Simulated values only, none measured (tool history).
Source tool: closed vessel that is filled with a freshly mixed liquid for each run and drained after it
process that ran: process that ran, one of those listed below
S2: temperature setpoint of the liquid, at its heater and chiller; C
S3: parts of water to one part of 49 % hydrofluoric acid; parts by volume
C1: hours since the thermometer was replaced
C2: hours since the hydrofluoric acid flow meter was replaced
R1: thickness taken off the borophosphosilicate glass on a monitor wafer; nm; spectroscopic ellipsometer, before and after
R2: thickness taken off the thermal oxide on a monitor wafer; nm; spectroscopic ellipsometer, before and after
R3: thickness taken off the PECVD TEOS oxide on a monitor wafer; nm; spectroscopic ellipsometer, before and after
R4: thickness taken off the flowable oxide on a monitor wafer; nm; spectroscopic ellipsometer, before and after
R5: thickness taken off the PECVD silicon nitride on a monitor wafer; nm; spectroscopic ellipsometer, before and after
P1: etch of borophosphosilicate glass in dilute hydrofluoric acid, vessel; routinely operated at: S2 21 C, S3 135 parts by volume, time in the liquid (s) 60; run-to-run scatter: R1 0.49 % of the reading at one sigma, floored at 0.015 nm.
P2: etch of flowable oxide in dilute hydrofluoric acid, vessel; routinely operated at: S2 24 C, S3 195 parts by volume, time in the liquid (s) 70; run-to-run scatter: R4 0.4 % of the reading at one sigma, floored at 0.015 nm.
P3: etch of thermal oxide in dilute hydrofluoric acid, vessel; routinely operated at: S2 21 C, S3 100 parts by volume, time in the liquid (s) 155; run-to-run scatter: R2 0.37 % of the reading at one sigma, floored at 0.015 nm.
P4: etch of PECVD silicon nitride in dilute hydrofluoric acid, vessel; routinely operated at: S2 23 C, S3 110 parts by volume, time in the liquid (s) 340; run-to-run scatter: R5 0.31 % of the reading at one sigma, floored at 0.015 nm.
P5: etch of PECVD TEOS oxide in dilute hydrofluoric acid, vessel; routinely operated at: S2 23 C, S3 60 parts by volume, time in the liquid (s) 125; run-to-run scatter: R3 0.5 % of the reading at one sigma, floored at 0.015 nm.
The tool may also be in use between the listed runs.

{"run": 1, "day": 0.208, "process that ran": "P1", "S2": 21, "S3": 135, "time in the liquid (s)": 60, "C1": 486.4, "C2": 817.4, "R1": 28.002}
{"run": 2, "day": 0.312, "process that ran": "P3", "S2": 21, "S3": 100, "time in the liquid (s)": 155, "C1": 488.9, "C2": 819.9, "R2": 6.7183}
{"run": 3, "day": 0.517, "process that ran": "P1", "S2": 21, "S3": 135, "time in the liquid (s)": 30, "C1": 493.8, "C2": 824.8, "R1": 13.867}
{"run": 4, "day": 0.667, "process that ran": "P5", "S2": 23, "S3": 60, "time in the liquid (s)": 125, "C1": 497.4, "C2": 828.4, "R3": 54.798}
{"run": 5, "day": 0.846, "process that ran": "P1", "S2": 21, "S3": 135, "time in the liquid (s)": 115, "C1": 501.7, "C2": 832.7, "R1": 52.993}
{"run": 6, "day": 0.983, "process that ran": "P2", "S2": 24, "S3": 195, "time in the liquid (s)": 30, "C1": 505, "C2": 836, "R4": 6.6019}
{"run": 7, "day": 1.083, "process that ran": "P1", "S2": 21, "S3": 135, "time in the liquid (s)": 60, "C1": 507.4, "C2": 838.4, "R1": 27.916}
{"run": 8, "day": 1.3, "process that ran": "P4", "S2": 31, "S3": 110, "time in the liquid (s)": 340, "C1": 512.6, "C2": 843.6, "R5": 21.796}
{"run": 9, "day": 1.488, "process that ran": "P3", "S2": 27, "S3": 100, "time in the liquid (s)": 155, "C1": 517.1, "C2": 848.1, "R2": 8.5687}
{"run": 10, "day": 1.671, "process that ran": "P1", "S2": 21, "S3": 250, "time in the liquid (s)": 60, "C1": 521.5, "C2": 852.5, "R1": 13.212}
{"run": 11, "day": 1.85, "process that ran": "P4", "S2": 23, "S3": 110, "time in the liquid (s)": 340, "C1": 525.8, "C2": 856.8, "R5": 13.039}
{"run": 12, "day": 2.054, "process that ran": "P4", "S2": 23, "S3": 65, "time in the liquid (s)": 340, "C1": 530.7, "C2": 861.7, "R5": 21.815}
{"run": 13, "day": 2.262, "process that ran": "P1", "S2": 28.5, "S3": 55, "time in the liquid (s)": 60, "C1": 535.7, "C2": 866.7, "R1": 100.9}
{"run": 14, "day": 2.417, "process that ran": "P1", "S2": 21, "S3": 25, "time in the liquid (s)": 60, "C1": 539.4, "C2": 870.4, "R1": 169.46}
{"run": 15, "day": 2.542, "process that ran": "P1", "S2": 21, "S3": 135, "time in the liquid (s)": 60, "C1": 542.4, "C2": 873.4, "R1": 27.709}
{"run": 16, "day": 2.658, "process that ran": "P1", "S2": 28, "S3": 135, "time in the liquid (s)": 60, "C1": 545.2, "C2": 876.2, "R1": 36.216}
{"run": 17, "day": 2.85, "process that ran": "P3", "S2": 21, "S3": 185, "time in the liquid (s)": 155, "C1": 549.8, "C2": 880.8, "R2": 3.2976}
{"run": 18, "day": 3.021, "process that ran": "P1", "S2": 17, "S3": 135, "time in the liquid (s)": 60, "C1": 553.9, "C2": 884.9, "R1": 23.555}
{"run": 19, "day": 3.204, "process that ran": "P1", "S2": 21, "S3": 135, "time in the liquid (s)": 60, "C1": 558.3, "C2": 889.3, "R1": 27.69}
{"run": 20, "day": 3.408, "process that ran": "P3", "S2": 21, "S3": 100, "time in the liquid (s)": 305, "C1": 563.2, "C2": 894.2, "R2": 13.208}
{"run": 21, "day": 3.508, "process that ran": "P1", "S2": 28.5, "S3": 80, "time in the liquid (s)": 60, "C1": 565.6, "C2": 896.6, "R1": 66.974}
{"run": 22, "day": 3.642, "process that ran": "P2", "S2": 32.5, "S3": 195, "time in the liquid (s)": 70, "C1": 568.8, "C2": 899.8, "R4": 20.913}
{"run": 23, "day": 3.829, "process that ran": "P5", "S2": 23, "S3": 60, "time in the liquid (s)": 225, "C1": 573.3, "C2": 904.3, "R3": 99.679}
{"run": 24, "day": 4.012, "process that ran": "P2", "S2": 24, "S3": 30, "time in the liquid (s)": 70, "C1": 577.7, "C2": 908.7, "R4": 122.38}
{"run": 25, "day": 4.204, "process that ran": "P1", "S2": 21, "S3": 135, "time in the liquid (s)": 60, "C1": 582.3, "C2": 913.3, "R1": 27.908}
{"run": 26, "day": 4.4, "process that ran": "P5", "S2": 23, "S3": 95, "time in the liquid (s)": 125, "C1": 587, "C2": 918, "R3": 33.445}
{"run": 27, "day": 4.6, "process that ran": "P3", "S2": 21, "S3": 100, "time in the liquid (s)": 155, "C1": 591.8, "C2": 922.8, "R2": 6.7447}
{"run": 28, "day": 4.754, "process that ran": "P2", "S2": 24, "S3": 195, "time in the liquid (s)": 70, "C1": 595.5, "C2": 926.5, "R4": 15.409}
{"run": 29, "day": 4.871, "process that ran": "P5", "S2": 26.5, "S3": 60, "time in the liquid (s)": 125, "C1": 598.3, "C2": 929.3, "R3": 63.594}
{"run": 30, "day": 5.075, "process that ran": "P4", "S2": 23, "S3": 110, "time in the liquid (s)": 660, "C1": 603.2, "C2": 934.2, "R5": 25.309}
{"run": 31, "day": 5.258, "process that ran": "P1", "S2": 21, "S3": 35, "time in the liquid (s)": 95, "C1": 607.6, "C2": 938.6, "R1": 189.71}
{"run": 32, "day": 5.433, "process that ran": "P2", "S2": 24, "S3": 195, "time in the liquid (s)": 70, "C1": 611.8, "C2": 942.8, "R4": 15.451}
{"run": 33, "day": 5.529, "process that ran": "P1", "S2": 21, "S3": 135, "time in the liquid (s)": 60, "C1": 614.1, "C2": 945.1, "R1": 27.885}
{"run": 34, "day": 5.662, "process that ran": "P1", "S2": 21, "S3": 135, "time in the liquid (s)": 60, "C1": 617.3, "C2": 948.3, "R1": 28.404}
{"run": 35, "day": 5.858, "process that ran": "P1", "S2": 21, "S3": 135, "time in the liquid (s)": 60, "C1": 622, "C2": 953, "R1": 28.624}
{"run": 36, "day": 6.042, "process that ran": "P1", "S2": 21, "S3": 135, "time in the liquid (s)": 60, "C1": 626.4, "C2": 957.4, "R1": 29.056}
{"run": 37, "day": 6.142, "process that ran": "P1", "S2": 21, "S3": 135, "time in the liquid (s)": 60, "C1": 628.8, "C2": 959.8, "R1": 29.405}
{"run": 38, "day": 6.275, "process that ran": "P1", "S2": 21, "S3": 135, "time in the liquid (s)": 60, "C1": 632, "C2": 963, "R1": 29.546}
{"run": 39, "day": 6.438, "process that ran": "P1", "S2": 21, "S3": 135, "time in the liquid (s)": 60, "C1": 635.9, "C2": 966.9, "R1": 29.569}
{"run": 40, "day": 6.621, "process that ran": "P1", "S2": 21, "S3": 135, "time in the liquid (s)": 60, "C1": 640.3, "C2": 971.3, "R1": 29.674}
{"run": 41, "day": 6.821, "process that ran": "P1", "S2": 21, "S3": 135, "time in the liquid (s)": 60, "C1": 645.1, "C2": 976.1, "R1": 29.534}
{"run": 42, "day": 7.038, "process that ran": "P1", "S2": 21, "S3": 135, "time in the liquid (s)": 60, "C1": 650.3, "C2": 981.3, "R1": 29.72}
{"run": 43, "day": 7.238, "process that ran": "P1", "S2": 21, "S3": 135, "time in the liquid (s)": 60, "C1": 655.1, "C2": 986.1, "R1": 29.615}
{"run": 44, "day": 7.412, "process that ran": "P1", "S2": 21, "S3": 135, "time in the liquid (s)": 60, "C1": 659.3, "C2": 990.3, "R1": 29.803}

The log shows P1 creeping away from where it was. Any of the 2 causes listed here, at the size stated for it, fits the log just as well as the others:
A: liquid hotter than its thermometer reads (K) = 1.74
B: hydrofluoric acid flow above the setpoint (%) = 6.16
The onset of the drift is placed at about day 5.529.

Which of the 4 check runs listed below separates the causes, so that each cause would produce a clearly different result? Each run uses one wafer, and its results are marked with question marks.
{"run": "check 1", "day": 7.588, "process that ran": "P3", "S2": 21, "S3": 165, "time in the liquid (s)": 155, "R2": "?"}
{"run": "check 2", "day": 7.588, "process that ran": "P2", "S2": 27, "S3": 195, "time in the liquid (s)": 30, "R4": "?"}
{"run": "check 3", "day": 7.588, "process that ran": "P4", "S2": 26.5, "S3": 110, "time in the liquid (s)": 630, "R5": "?"}
{"run": "check 4", "day": 7.588, "process that ran": "P5", "S2": 23, "S3": 95, "time in the liquid (s)": 200, "R3": "?"}

Expected result of each check under each candidate cause:
check=check_1 result=R2 if_A=4.0608 if_B=4.071
check=check_2 result=R4 if_A=7.8522 if_B=7.9398
check=check_3 result=R5 if_A=33.885 if_B=32.183
check=check_4 result=R3 if_A=56.782 if_B=56.622
Minimum pairwise separation of causes per check, each pair taken at its best-separating result: check 1 0.25 %; check 2 1.11 %; check 3 5.15 %; check 4 0.28 %
Of the check runs offered, only check 3 discriminates between the causes; the rest would read about the same regardless of which cause applies.

Check 3 has now been run. It gave: R5 32.338 nm. Which of the candidate causes is it?

The cause is B: hydrofluoric acid flow above the setpoint (%).

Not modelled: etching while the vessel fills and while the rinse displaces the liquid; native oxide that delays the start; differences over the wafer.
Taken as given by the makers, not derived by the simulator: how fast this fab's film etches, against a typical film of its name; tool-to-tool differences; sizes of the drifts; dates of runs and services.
